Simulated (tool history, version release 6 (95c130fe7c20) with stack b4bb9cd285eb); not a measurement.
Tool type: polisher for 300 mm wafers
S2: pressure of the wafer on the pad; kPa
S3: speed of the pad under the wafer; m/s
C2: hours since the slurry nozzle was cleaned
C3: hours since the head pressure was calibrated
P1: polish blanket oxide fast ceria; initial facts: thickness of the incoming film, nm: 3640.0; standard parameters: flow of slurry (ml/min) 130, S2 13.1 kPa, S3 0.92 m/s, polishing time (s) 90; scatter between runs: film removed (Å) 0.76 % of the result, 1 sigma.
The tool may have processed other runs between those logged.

run 1 hour=3.6 | flow_of_slurry_(ml/min)=130 S2=13.1 S3=0.92 polishing_time_(s)=90 | wafers_polished_on_this_pad=496 C2=195.2 C3=293.2 | film_removed_(Å)=8764.2
run 2 hour=6.4 | flow_of_slurry_(ml/min)=130 S2=20.0 S3=0.92 polishing_time_(s)=90 | wafers_polished_on_this_pad=525 C2=198.0 C3=296.0 | film_removed_(Å)=13278.0
run 3 hour=12.0 | flow_of_slurry_(ml/min)=130 S2=13.1 S3=0.92 polishing_time_(s)=90 | wafers_polished_on_this_pad=584 C2=203.6 C3=301.6 | film_removed_(Å)=8742.0
run 4 hour=16.8 | flow_of_slurry_(ml/min)=130 S2=13.1 S3=0.92 polishing_time_(s)=40 | wafers_polished_on_this_pad=634 C2=208.4 C3=306.4 | film_removed_(Å)=3822.0
run 5 hour=19.6 | flow_of_slurry_(ml/min)=130 S2=13.1 S3=0.92 polishing_time_(s)=90 | wafers_polished_on_this_pad=663 C2=211.2 C3=309.2 | film_removed_(Å)=8711.4
run 6 hour=23.4 | flow_of_slurry_(ml/min)=130 S2=8.3 S3=0.92 polishing_time_(s)=90 | wafers_polished_on_this_pad=703 C2=215.0 C3=313.0 | film_removed_(Å)=5472.3
run 7 hour=29.0 | flow_of_slurry_(ml/min)=130 S2=13.1 S3=0.92 polishing_time_(s)=90 | wafers_polished_on_this_pad=761 C2=220.6 C3=318.6 | film_removed_(Å)=8701.5
run 8 hour=32.3 | flow_of_slurry_(ml/min)=205 S2=13.1 S3=0.92 polishing_time_(s)=90 | wafers_polished_on_this_pad=796 C2=223.9 C3=321.9 | film_removed_(Å)=9301.8
run 9 hour=37.8 | flow_of_slurry_(ml/min)=130 S2=13.1 S3=0.92 polishing_time_(s)=140 | wafers_polished_on_this_pad=853 C2=229.4 C3=327.4 | film_removed_(Å)=13643.0
run 10 hour=43.1 | flow_of_slurry_(ml/min)=130 S2=16.5 S3=1.20 polishing_time_(s)=90 | wafers_polished_on_this_pad=909 C2=234.7 C3=332.7 | film_removed_(Å)=14375.0
run 11 hour=46.4 | flow_of_slurry_(ml/min)=80 S2=13.1 S3=0.92 polishing_time_(s)=90 | wafers_polished_on_this_pad=943 C2=238.0 C3=336.0 | film_removed_(Å)=7657.3
run 12 hour=49.3 | flow_of_slurry_(ml/min)=130 S2=13.1 S3=0.46 polishing_time_(s)=90 | wafers_polished_on_this_pad=973 C2=240.9 C3=338.9 | film_removed_(Å)=4338.2
run 13 hour=53.6 | flow_of_slurry_(ml/min)=130 S2=13.1 S3=1.20 polishing_time_(s)=90 | wafers_polished_on_this_pad=1018 C2=245.2 C3=343.2 | film_removed_(Å)=11289.0
run 14 hour=57.4 | flow_of_slurry_(ml/min)=130 S2=13.1 S3=0.92 polishing_time_(s)=90 | wafers_polished_on_this_pad=1058 C2=249.0 C3=347.0 | film_removed_(Å)=8705.4
run 15 hour=60.3 | flow_of_slurry_(ml/min)=130 S2=13.1 S3=0.92 polishing_time_(s)=90 | wafers_polished_on_this_pad=1088 C2=251.9 C3=349.9 | film_removed_(Å)=8487.3
run 16 hour=63.3 | flow_of_slurry_(ml/min)=130 S2=13.1 S3=0.92 polishing_time_(s)=90 | wafers_polished_on_this_pad=1120 C2=254.9 C3=352.9 | film_removed_(Å)=8188.7
run 17 hour=66.0 | flow_of_slurry_(ml/min)=130 S2=13.1 S3=0.92 polishing_time_(s)=90 | wafers_polished_on_this_pad=1148 C2=257.6 C3=355.6 | film_removed_(Å)=8207.2
run 18 hour=70.0 | flow_of_slurry_(ml/min)=130 S2=13.1 S3=0.92 polishing_time_(s)=90 | wafers_polished_on_this_pad=1190 C2=261.6 C3=359.6 | film_removed_(Å)=8092.8
run 19 hour=75.3 | flow_of_slurry_(ml/min)=130 S2=13.1 S3=0.92 polishing_time_(s)=90 | wafers_polished_on_this_pad=1245 C2=266.9 C3=364.9 | film_removed_(Å)=7842.3
-- hour=75.9 worn pad replaced by a new one
run 20 hour=77.8 | flow_of_slurry_(ml/min)=130 S2=13.1 S3=0.92 polishing_time_(s)=90 | wafers_polished_on_this_pad=20 C2=269.4 C3=367.4 | film_removed_(Å)=7941.0
run 21 hour=82.1 | flow_of_slurry_(ml/min)=130 S2=13.1 S3=0.92 polishing_time_(s)=90 | wafers_polished_on_this_pad=65 C2=273.7 C3=371.7 | film_removed_(Å)=7856.4
run 22 hour=85.9 | flow_of_slurry_(ml/min)=130 S2=13.1 S3=0.92 polishing_time_(s)=90 | wafers_polished_on_this_pad=105 C2=277.5 C3=375.5 | film_removed_(Å)=7767.0
run 23 hour=90.1 | flow_of_slurry_(ml/min)=130 S2=13.1 S3=0.92 polishing_time_(s)=90 | wafers_polished_on_this_pad=149 C2=281.7 C3=379.7 | film_removed_(Å)=7837.0

The output of P1 has drifted from where it used to be. Each of the 2 causes below, taken at the size shown beside it, accounts for the log equally well:
A: head's pressure below its setpoint, % = 9.66
B: slurry flow missing at the pad, % = 34.5
The gradual shift began around hour 57.4.
Every other cause this tool's parts could produce, and why it does not fit the log:
removal rate lost through wear of the pad, %: was serviced at hour 75.9, once the creep was under way, yet the earlier output never came back

Below are 4 check runs, each averaged over 2 wafers, with their results shown as question marks. Which of them would give clearly different results depending on which cause is behind the drift?
run check 1 hour=94.3 | flow_of_slurry_(ml/min)=130 S2=13.1 S3=0.72 polishing_time_(s)=90 | film_removed_(Å)=?
run check 2 hour=94.3 | flow_of_slurry_(ml/min)=85 S2=13.1 S3=0.92 polishing_time_(s)=43 | film_removed_(Å)=?
run check 3 hour=94.3 | flow_of_slurry_(ml/min)=130 S2=9.0 S3=0.92 polishing_time_(s)=61 | film_removed_(Å)=?
run check 4 hour=94.3 | flow_of_slurry_(ml/min)=130 S2=19.3 S3=0.92 polishing_time_(s)=90 | film_removed_(Å)=?

Predicted outcomes, by check and by cause:
check=check_1 result=film_removed_(Å) if_A=6141.9 if_B=6141.9
check=check_2 result=film_removed_(Å) if_A=3385.7 if_B=3237.6
check=check_3 result=film_removed_(Å) if_A=3639.4 if_B=3639.4
check=check_4 result=film_removed_(Å) if_A=11565.0 if_B=11565.0
Smallest distance between any two causes, each pair judged by its most separating result, in per cent: check 1 0 %; check 2 4.47 %; check 3 0 %; check 4 0 %
Only check 2 tells the causes apart: in the others they would give nearly the same result.

Then check 2 was run and gave: film removed (Å) 3245.5. Which cause is it?

Of the candidate causes, it is B: slurry flow missing at the pad, %.
